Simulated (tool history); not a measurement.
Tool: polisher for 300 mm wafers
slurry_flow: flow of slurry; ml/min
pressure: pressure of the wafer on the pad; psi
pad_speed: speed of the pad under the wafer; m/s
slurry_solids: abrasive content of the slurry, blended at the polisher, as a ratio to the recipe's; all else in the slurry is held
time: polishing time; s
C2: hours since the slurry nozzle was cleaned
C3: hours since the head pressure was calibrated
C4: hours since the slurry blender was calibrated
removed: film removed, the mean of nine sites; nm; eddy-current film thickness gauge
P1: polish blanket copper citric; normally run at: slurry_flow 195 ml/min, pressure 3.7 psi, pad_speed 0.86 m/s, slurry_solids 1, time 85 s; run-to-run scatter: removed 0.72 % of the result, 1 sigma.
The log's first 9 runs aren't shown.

{"run": 10, "hour": 47.3, "slurry_flow": 195, "pressure": 3.7, "pad_speed": 0.86, "slurry_solids": 1, "time": 130, "wafers polished on this pad": 732, "C2": 294.2, "C3": 357.4, "C4": 100.3, "removed": 313.93}
{"run": 11, "hour": 53.7, "slurry_flow": 310, "pressure": 3.7, "pad_speed": 0.86, "slurry_solids": 1, "time": 85, "wafers polished on this pad": 794, "C2": 300.6, "C3": 363.8, "C4": 106.7, "removed": 218.29}
{"run": 12, "hour": 58.7, "slurry_flow": 195, "pressure": 3.7, "pad_speed": 0.86, "slurry_solids": 0.55, "time": 85, "wafers polished on this pad": 843, "C2": 305.6, "C3": 368.8, "C4": 111.7, "removed": 181.45}
{"run": 13, "hour": 63.3, "slurry_flow": 195, "pressure": 3.7, "pad_speed": 0.86, "slurry_solids": 1, "time": 60, "wafers polished on this pad": 888, "C2": 310.2, "C3": 373.4, "C4": 116.3, "removed": 146.74}
{"run": 14, "hour": 67.3, "slurry_flow": 195, "pressure": 3.7, "pad_speed": 0.86, "slurry_solids": 1, "time": 85, "wafers polished on this pad": 927, "C2": 314.2, "C3": 377.4, "C4": 120.3, "removed": 206.17}
{"run": 15, "hour": 72.6, "slurry_flow": 195, "pressure": 3.7, "pad_speed": 0.86, "slurry_solids": 1, "time": 85, "wafers polished on this pad": 979, "C2": 319.5, "C3": 382.7, "C4": 125.6, "removed": 205.53}
{"hour": 76.9, "done": "slurry blender recalibrated"}
{"run": 16, "hour": 78.8, "slurry_flow": 195, "pressure": 3.7, "pad_speed": 0.86, "slurry_solids": 1, "time": 85, "wafers polished on this pad": 1039, "C2": 325.7, "C3": 388.9, "C4": 1.9, "removed": 206.5}
{"run": 17, "hour": 84.4, "slurry_flow": 115, "pressure": 3.7, "pad_speed": 0.86, "slurry_solids": 1, "time": 85, "wafers polished on this pad": 1094, "C2": 331.3, "C3": 394.5, "C4": 7.5, "removed": 188.67}
{"run": 18, "hour": 88.2, "slurry_flow": 260, "pressure": 3.7, "pad_speed": 0.86, "slurry_solids": 1, "time": 123, "wafers polished on this pad": 1131, "C2": 335.1, "C3": 398.3, "C4": 11.3, "removed": 309.34}
{"run": 19, "hour": 93.7, "slurry_flow": 195, "pressure": 3.7, "pad_speed": 0.86, "slurry_solids": 1, "time": 85, "wafers polished on this pad": 1184, "C2": 340.6, "C3": 403.8, "C4": 16.8, "removed": 205.9}
{"run": 20, "hour": 99.5, "slurry_flow": 195, "pressure": 3.7, "pad_speed": 0.86, "slurry_solids": 1, "time": 85, "wafers polished on this pad": 1241, "C2": 346.4, "C3": 409.6, "C4": 22.6, "removed": 207.68}
{"run": 21, "hour": 104.1, "slurry_flow": 195, "pressure": 3.7, "pad_speed": 0.86, "slurry_solids": 1, "time": 85, "wafers polished on this pad": 1286, "C2": 351, "C3": 414.2, "C4": 27.2, "removed": 206.84}
{"run": 22, "hour": 111.1, "slurry_flow": 195, "pressure": 3.7, "pad_speed": 0.86, "slurry_solids": 1, "time": 85, "wafers polished on this pad": 1354, "C2": 358, "C3": 421.2, "C4": 34.2, "removed": 198.72}
{"run": 23, "hour": 115.9, "slurry_flow": 195, "pressure": 3.7, "pad_speed": 0.86, "slurry_solids": 1, "time": 85, "wafers polished on this pad": 1401, "C2": 362.8, "C3": 426, "C4": 39, "removed": 197.3}
{"run": 24, "hour": 121.6, "slurry_flow": 195, "pressure": 3.7, "pad_speed": 0.86, "slurry_solids": 1, "time": 85, "wafers polished on this pad": 1456, "C2": 368.5, "C3": 431.7, "C4": 44.7, "removed": 195.08}

Run 25 comes next. What will it give?
{"run": 25, "hour": 125.4, "slurry_flow": 195, "pressure": 3.7, "pad_speed": 0.86, "slurry_solids": 1, "time": 85, "wafers polished on this pad": 1493, "C2": 372.3, "C3": 435.5, "C4": 48.5, "removed": "?"}

Run 25 gave removed 194.93 nm.

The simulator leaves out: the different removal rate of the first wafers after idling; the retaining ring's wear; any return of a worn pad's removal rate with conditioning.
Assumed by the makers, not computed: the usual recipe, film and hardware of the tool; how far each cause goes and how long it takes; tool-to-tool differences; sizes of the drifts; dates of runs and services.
